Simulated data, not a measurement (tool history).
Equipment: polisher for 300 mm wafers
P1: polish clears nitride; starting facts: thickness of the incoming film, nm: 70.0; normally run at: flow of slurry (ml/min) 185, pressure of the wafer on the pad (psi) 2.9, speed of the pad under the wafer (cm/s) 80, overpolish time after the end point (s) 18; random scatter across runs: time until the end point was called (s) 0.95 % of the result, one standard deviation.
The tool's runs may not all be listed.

run    day  flow of slurry (ml/min)  pressure of the wafer on the pad (psi)  speed of the pad under the wafer (cm/s)  overpolish time after the end point (s)  time until the end point was called (s)
  1  0.633                      185                                     2.9                                       80                                       18                                   87.225
  2  1.229                      185                                     2.9                                       80                                       18                                   84.155
  3  1.700                      185                                     1.3                                       80                                       18                                  194.180
  4  2.008                      110                                     2.9                                       80                                       26                                   94.715
  5  2.329                      185                                     2.9                                       80                                       18                                   84.836
  6  2.754                      185                                     2.9                                       36                                       18                                  191.600
  7  3.096                      260                                     2.9                                       80                                       18                                   82.510
  8  3.508                      185                                     2.9                                       80                                       18                                   85.339
  9  4.225                      185                                     2.9                                       80                                       26                                   87.778
 10  4.854                      185                                     2.9                                      110                                       18                                   62.466
 11  5.475                      185                                     3.9                                       80                                       18                                   63.116
 12  5.846                      185                                     2.9                                       80                                       18                                   85.514
     6.083  -- head pressure recalibrated
 13  6.221                      185                                     2.9                                       80                                        5                                   87.520
 14  6.758                      140                                     4.3                                       80                                       18                                   61.277
 15  7.167                      110                                     2.9                                       80                                       18                                   95.086
 16  7.767                      185                                     2.9                                       80                                       18                                   86.502
 17  8.317                      185                                     2.9                                       80                                       18                                   84.746
 18  8.958                      185                                     2.9                                       80                                       18                                   88.913
 19  9.404                      185                                     2.9                                       80                                       18                                   89.298

For run 20, what comes out?
 20  9.950                      185                                     2.9                                       80                                       18                                        ?

time until the end point was called (s): 90.784
